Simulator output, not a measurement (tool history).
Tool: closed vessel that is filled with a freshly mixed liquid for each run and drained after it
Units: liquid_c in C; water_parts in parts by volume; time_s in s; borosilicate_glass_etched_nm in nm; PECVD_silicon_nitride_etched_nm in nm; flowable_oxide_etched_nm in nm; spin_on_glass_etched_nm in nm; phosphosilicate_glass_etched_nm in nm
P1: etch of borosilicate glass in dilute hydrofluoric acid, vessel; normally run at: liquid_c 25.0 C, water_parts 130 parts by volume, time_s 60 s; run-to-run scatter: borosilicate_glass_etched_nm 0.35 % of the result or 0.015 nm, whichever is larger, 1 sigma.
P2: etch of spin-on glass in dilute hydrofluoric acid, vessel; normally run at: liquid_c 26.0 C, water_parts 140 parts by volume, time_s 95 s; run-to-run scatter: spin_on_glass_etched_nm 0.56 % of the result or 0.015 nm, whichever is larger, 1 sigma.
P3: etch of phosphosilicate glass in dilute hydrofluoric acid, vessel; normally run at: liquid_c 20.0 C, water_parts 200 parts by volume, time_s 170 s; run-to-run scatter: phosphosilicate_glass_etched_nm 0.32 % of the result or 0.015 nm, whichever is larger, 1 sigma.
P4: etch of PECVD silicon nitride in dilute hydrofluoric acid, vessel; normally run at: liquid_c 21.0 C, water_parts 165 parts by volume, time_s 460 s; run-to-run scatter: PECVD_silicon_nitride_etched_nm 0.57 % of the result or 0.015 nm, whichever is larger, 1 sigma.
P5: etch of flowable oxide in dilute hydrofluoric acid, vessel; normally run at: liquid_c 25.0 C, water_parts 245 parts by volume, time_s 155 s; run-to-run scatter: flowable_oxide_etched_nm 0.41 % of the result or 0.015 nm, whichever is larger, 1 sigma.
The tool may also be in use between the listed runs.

| run | day | process | liquid_c | water_parts | time_s | hours since the thermometer was replaced | hours since the hydrofluoric acid flow meter was replaced | borosilicate_glass_etched_nm | PECVD_silicon_nitride_etched_nm | flowable_oxide_etched_nm | spin_on_glass_etched_nm | phosphosilicate_glass_etched_nm |
|---|---|---|---|---|---|---|---|---|---|---|---|---|
| 1 | 0.196 | P1 | 25.0 | 130 | 60 | 471.1 | 751.7 | 20.0950 |  |  |  |  |
| 2 | 0.546 | P4 | 21.0 | 165 | 460 | 479.5 | 760.1 |  | 12.6730 |  |  |  |
| 3 | 0.800 | P5 | 25.0 | 150 | 155 | 485.6 | 766.2 |  |  | 22.848 |  |  |
| 4 | 1.058 | P2 | 22.0 | 140 | 95 | 491.8 | 772.4 |  |  |  | 18.847 |  |
| 5 | 1.312 | P3 | 20.0 | 200 | 170 | 497.9 | 778.5 |  |  |  |  | 38.461 |
| 6 | 1.558 | P1 | 20.0 | 130 | 60 | 503.8 | 784.4 | 16.3760 |  |  |  |  |
| 7 | 1.892 | P5 | 19.5 | 245 | 155 | 511.8 | 792.4 |  |  | 10.329 |  |  |
| 8 | 2.246 | P3 | 17.0 | 200 | 170 | 520.3 | 800.9 |  |  |  |  | 34.082 |
| 9 | 2.462 | P5 | 25.0 | 245 | 155 | 525.5 | 806.1 |  |  | 12.697 |  |  |
| 10 | 2.812 | P1 | 25.0 | 130 | 60 | 533.9 | 814.5 | 20.0450 |  |  |  |  |
| 11 | 3.046 | P2 | 26.0 | 255 | 95 | 539.5 | 820.1 |  |  |  | 10.629 |  |
|  | 3.092 | thermometer replaced |
| 12 | 3.333 | P1 | 25.0 | 130 | 60 | 5.8 | 827.0 | 19.9570 |  |  |  |  |
| 13 | 3.729 | P1 | 25.0 | 240 | 60 | 15.3 | 836.5 | 9.6037 |  |  |  |  |
| 14 | 3.958 | P5 | 25.0 | 245 | 295 | 20.8 | 842.0 |  |  | 24.067 |  |  |
| 15 | 4.275 | P4 | 21.0 | 165 | 675 | 28.4 | 849.6 |  | 18.5660 |  |  |  |
| 16 | 4.625 | P1 | 25.0 | 130 | 60 | 36.8 | 858.0 | 20.0210 |  |  |  |  |
| 17 | 5.012 | P1 | 22.0 | 35 | 60 | 46.1 | 867.3 | 74.2000 |  |  |  |  |
| 18 | 5.417 | P1 | 25.0 | 75 | 60 | 55.8 | 877.0 | 37.0920 |  |  |  |  |
| 19 | 5.721 | P1 | 25.0 | 130 | 115 | 63.1 | 884.3 | 38.4410 |  |  |  |  |
| 20 | 6.050 | P3 | 20.0 | 65 | 170 | 71.0 | 892.2 |  |  |  |  | 136.740 |
| 21 | 6.321 | P2 | 26.0 | 140 | 145 | 77.5 | 898.7 |  |  |  | 33.432 |  |
| 22 | 6.542 | P1 | 25.0 | 130 | 30 | 82.8 | 904.0 | 10.0040 |  |  |  |  |
| 23 | 6.783 | P3 | 20.0 | 200 | 95 | 88.6 | 909.8 |  |  |  |  | 21.452 |
| 24 | 6.996 | P1 | 25.0 | 130 | 60 | 93.7 | 914.9 | 20.0270 |  |  |  |  |
| 25 | 7.396 | P4 | 21.0 | 35 | 460 | 103.3 | 924.5 |  | 57.4580 |  |  |  |
| 26 | 7.712 | P2 | 26.0 | 140 | 95 | 110.9 | 932.1 |  |  |  | 21.993 |  |
| 27 | 8.083 | P1 | 25.0 | 130 | 60 | 119.8 | 941.0 | 19.8910 |  |  |  |  |
| 28 | 8.354 | P1 | 29.0 | 130 | 60 | 126.3 | 947.5 | 23.2280 |  |  |  |  |
| 29 | 8.546 | P4 | 17.0 | 165 | 460 | 130.9 | 952.1 |  | 9.7437 |  |  |  |
| 30 | 8.833 | P1 | 25.0 | 130 | 60 | 137.8 | 959.0 | 19.9760 |  |  |  |  |
| 31 | 9.129 | P1 | 25.0 | 130 | 60 | 144.9 | 966.1 | 20.8110 |  |  |  |  |
| 32 | 9.454 | P1 | 25.0 | 130 | 60 | 152.7 | 973.9 | 21.1630 |  |  |  |  |
| 33 | 9.779 | P1 | 25.0 | 130 | 60 | 160.5 | 981.7 | 21.2720 |  |  |  |  |
| 34 | 10.108 | P1 | 25.0 | 130 | 60 | 168.4 | 989.6 | 21.5780 |  |  |  |  |
| 35 | 10.471 | P1 | 25.0 | 130 | 60 | 177.1 | 998.3 | 21.5940 |  |  |  |  |
| 36 | 10.658 | P1 | 25.0 | 130 | 60 | 181.6 | 1002.8 | 21.6330 |  |  |  |  |

What P1 gives has crept away from where it was. These 2 causes fit the log equally well, each at the size given:
A: hydrofluoric acid flow above the setpoint (%) = 6.9
B: liquid hotter than its thermometer reads (K) = 2.03
The creep began at about day 8.833.

4 check runs are offered, one wafer each, their results left as question marks. Which one tells the causes apart?
| check 1 | 10.846 | P2 | 26.0 | 205 | 140 |  |  |  |  |  | ? |  |
| check 2 | 10.846 | P3 | 20.0 | 110 | 170 |  |  |  |  |  |  | ? |
| check 3 | 10.846 | P5 | 25.0 | 155 | 280 |  |  |  |  | ? |  |  |
| check 4 | 10.846 | P4 | 17.5 | 165 | 460 |  |  |  | ? |  |  |  |

What each check would give under each cause:
| check | result | if A | if B |
|---|---|---|---|
| check 1 | spin_on_glass_etched_nm | 22.326 | 22.119 |
| check 2 | phosphosilicate_glass_etched_nm | 82.738 | 83.361 |
| check 3 | flowable_oxide_etched_nm | 43.131 | 43.017 |
| check 4 | PECVD_silicon_nitride_etched_nm | 10.7070 | 11.5100 |
How far apart the two closest causes lie, in the result that separates them most: check 1 0.93 %; check 2 0.75 %; check 3 0.26 %; check 4 7.23 %
Only check 4 tells the causes apart: in the others they would give nearly the same result.

Then check 4 was run and gave: PECVD_silicon_nitride_etched_nm 10.6050 nm. Which cause is it?

It is A: hydrofluoric acid flow above the setpoint (%).
